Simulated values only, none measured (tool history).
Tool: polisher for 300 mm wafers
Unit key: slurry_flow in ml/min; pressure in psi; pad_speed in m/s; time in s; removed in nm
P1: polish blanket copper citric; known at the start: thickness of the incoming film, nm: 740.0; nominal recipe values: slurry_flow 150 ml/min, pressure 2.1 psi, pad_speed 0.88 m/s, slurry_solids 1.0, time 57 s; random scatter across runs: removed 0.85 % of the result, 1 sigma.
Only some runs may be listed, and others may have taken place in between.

run,hour,slurry_flow,pressure,pad_speed,slurry_solids,time,removed
1,3.8,150,2.1,0.88,1.0,57,75.777
2,8.9,230,2.1,0.88,1.0,57,80.642
3,11.9,150,2.1,0.88,1.0,42,56.108
4,14.4,150,2.1,0.88,1.3,57,80.739
5,17.7,150,2.1,1.32,1.0,57,112.570
6,20.4,150,2.1,0.88,0.7,57,71.582
7,25.3,150,2.8,0.88,1.0,57,100.020
8,28.2,90,3.0,0.88,1.0,57,95.240
9,30.6,150,1.5,0.58,1.0,57,37.384
10,34.8,150,2.1,0.44,1.0,57,39.137
11,38.0,150,2.1,0.88,1.0,57,75.571
12,42.1,150,2.1,0.88,1.0,57,75.534
13,45.6,90,2.1,0.88,1.0,57,69.232
14,47.9,150,2.1,0.88,1.0,57,75.992
15,50.3,150,1.4,0.88,1.0,57,52.217
16,53.5,150,2.1,0.88,1.0,72,96.150
17,55.9,150,2.1,0.88,1.0,57,76.089
18,58.5,150,2.1,0.88,1.0,57,75.685
19,62.0,150,2.1,0.88,1.0,57,74.369
20,66.8,150,2.1,0.88,1.0,57,73.062
21,70.7,150,2.1,0.88,1.0,57,71.966
# hour 71.9: head pressure recalibrated
22,73.5,150,2.1,0.88,1.0,57,72.470
23,77.1,150,2.1,0.88,1.0,57,70.908
24,81.7,150,2.1,0.88,1.0,57,71.383
# hour 83.5: worn pad replaced by a new one
25,84.4,150,2.1,0.88,1.0,57,71.345
26,87.6,150,2.1,0.88,1.0,57,71.619
27,92.3,150,2.1,0.88,1.0,57,71.140
28,97.2,150,2.1,0.88,1.0,57,70.616

Compared with where it was, what P1 gives has crept away. Each cause listed below fits the log as well as the rest, at the size given for it:
A: slurry flow missing at the pad, % = 28.6
B: abrasive missing from the slurry, % = 27.9
The onset of the drift is placed at about hour 55.9.
Why every other cause is out:
removal rate lost through wear of the pad, %: its service at hour 83.5 followed the start of the drift and did not put the process back to its old value
head's pressure below its setpoint, %: its service at hour 71.9 followed the start of the drift and did not put the process back to its old value

The list below offers 4 check runs, each averaging the results of 3 wafers, and shows each result as a question mark. For which of them would the listed causes give clearly different results?
check 1,102.1,150,2.6,0.50,1.00,57,?
check 2,102.1,150,2.1,1.28,1.00,57,?
check 3,102.1,150,1.4,0.88,1.00,57,?
check 4,102.1,90,2.1,0.88,0.75,57,?

What each check would give under each cause:
check,result,if A,if B
check 1,removed,50.803,50.797
check 2,removed,102.130,102.110
check 3,removed,48.289,48.283
check 4,removed,57.471,59.883
How far apart the two closest causes lie, in the result that separates them most: check 1 0.01 %; check 2 0.01 %; check 3 0.01 %; check 4 4.11 %
Check 4 tells the causes apart: in the others they would give nearly the same result.

With check 4 done, the readings were: removed 57.649 nm. Identify which of the listed causes applies.

The correct cause is A, namely: slurry flow missing at the pad, %.
